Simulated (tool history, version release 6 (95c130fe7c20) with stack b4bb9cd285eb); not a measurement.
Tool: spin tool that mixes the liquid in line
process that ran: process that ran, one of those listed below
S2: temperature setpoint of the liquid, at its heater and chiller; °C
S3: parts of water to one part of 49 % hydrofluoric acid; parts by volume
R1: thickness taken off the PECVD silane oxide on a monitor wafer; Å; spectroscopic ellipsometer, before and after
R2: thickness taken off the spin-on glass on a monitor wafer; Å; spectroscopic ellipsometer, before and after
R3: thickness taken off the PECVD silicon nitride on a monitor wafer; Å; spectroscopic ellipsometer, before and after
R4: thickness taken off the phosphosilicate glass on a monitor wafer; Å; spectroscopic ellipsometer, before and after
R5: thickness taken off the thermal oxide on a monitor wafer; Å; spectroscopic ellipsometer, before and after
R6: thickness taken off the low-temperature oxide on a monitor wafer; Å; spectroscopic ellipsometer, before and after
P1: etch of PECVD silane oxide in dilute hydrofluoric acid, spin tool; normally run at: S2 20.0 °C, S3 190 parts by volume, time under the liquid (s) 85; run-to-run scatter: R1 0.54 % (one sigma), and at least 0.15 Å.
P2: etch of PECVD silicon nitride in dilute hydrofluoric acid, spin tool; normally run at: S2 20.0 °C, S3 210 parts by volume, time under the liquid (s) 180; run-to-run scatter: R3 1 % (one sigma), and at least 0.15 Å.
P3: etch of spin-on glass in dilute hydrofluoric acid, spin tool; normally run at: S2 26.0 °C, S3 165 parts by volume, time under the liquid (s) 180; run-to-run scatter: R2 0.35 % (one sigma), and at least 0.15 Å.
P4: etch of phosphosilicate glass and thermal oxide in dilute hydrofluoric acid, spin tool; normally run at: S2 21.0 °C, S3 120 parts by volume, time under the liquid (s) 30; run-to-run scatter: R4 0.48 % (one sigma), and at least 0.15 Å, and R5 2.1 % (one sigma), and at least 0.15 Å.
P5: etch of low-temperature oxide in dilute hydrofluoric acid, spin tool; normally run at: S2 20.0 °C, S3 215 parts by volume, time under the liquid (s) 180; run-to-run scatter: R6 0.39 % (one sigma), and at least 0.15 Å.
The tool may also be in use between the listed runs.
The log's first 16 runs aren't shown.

run 17 day=5.512 | process_that_ran=P5 S2=26.0 S3=215 time_under_the_liquid_(s)=180 | R6=86.078
run 18 day=5.867 | process_that_ran=P3 S2=32.5 S3=165 time_under_the_liquid_(s)=180 | R2=385.67
run 19 day=6.196 | process_that_ran=P1 S2=20.0 S3=190 time_under_the_liquid_(s)=85 | R1=129.110
run 20 day=6.588 | process_that_ran=P3 S2=26.0 S3=165 time_under_the_liquid_(s)=75 | R2=128.53
run 21 day=6.796 | process_that_ran=P5 S2=20.0 S3=390 time_under_the_liquid_(s)=180 | R6=32.395
run 22 day=7.100 | process_that_ran=P3 S2=26.0 S3=165 time_under_the_liquid_(s)=180 | R2=307.24
run 23 day=7.517 | process_that_ran=P4 S2=21.0 S3=120 time_under_the_liquid_(s)=30 | R4=274.64 R5=9.7889
run 24 day=7.850 | process_that_ran=P2 S2=20.0 S3=210 time_under_the_liquid_(s)=300 | R3=33.849

Forecast run 25:
run 25 day=8.146 | process_that_ran=P2 S2=20.0 S3=210 time_under_the_liquid_(s)=180 | R3=?

Run 25 gave R3 20.192 Å.
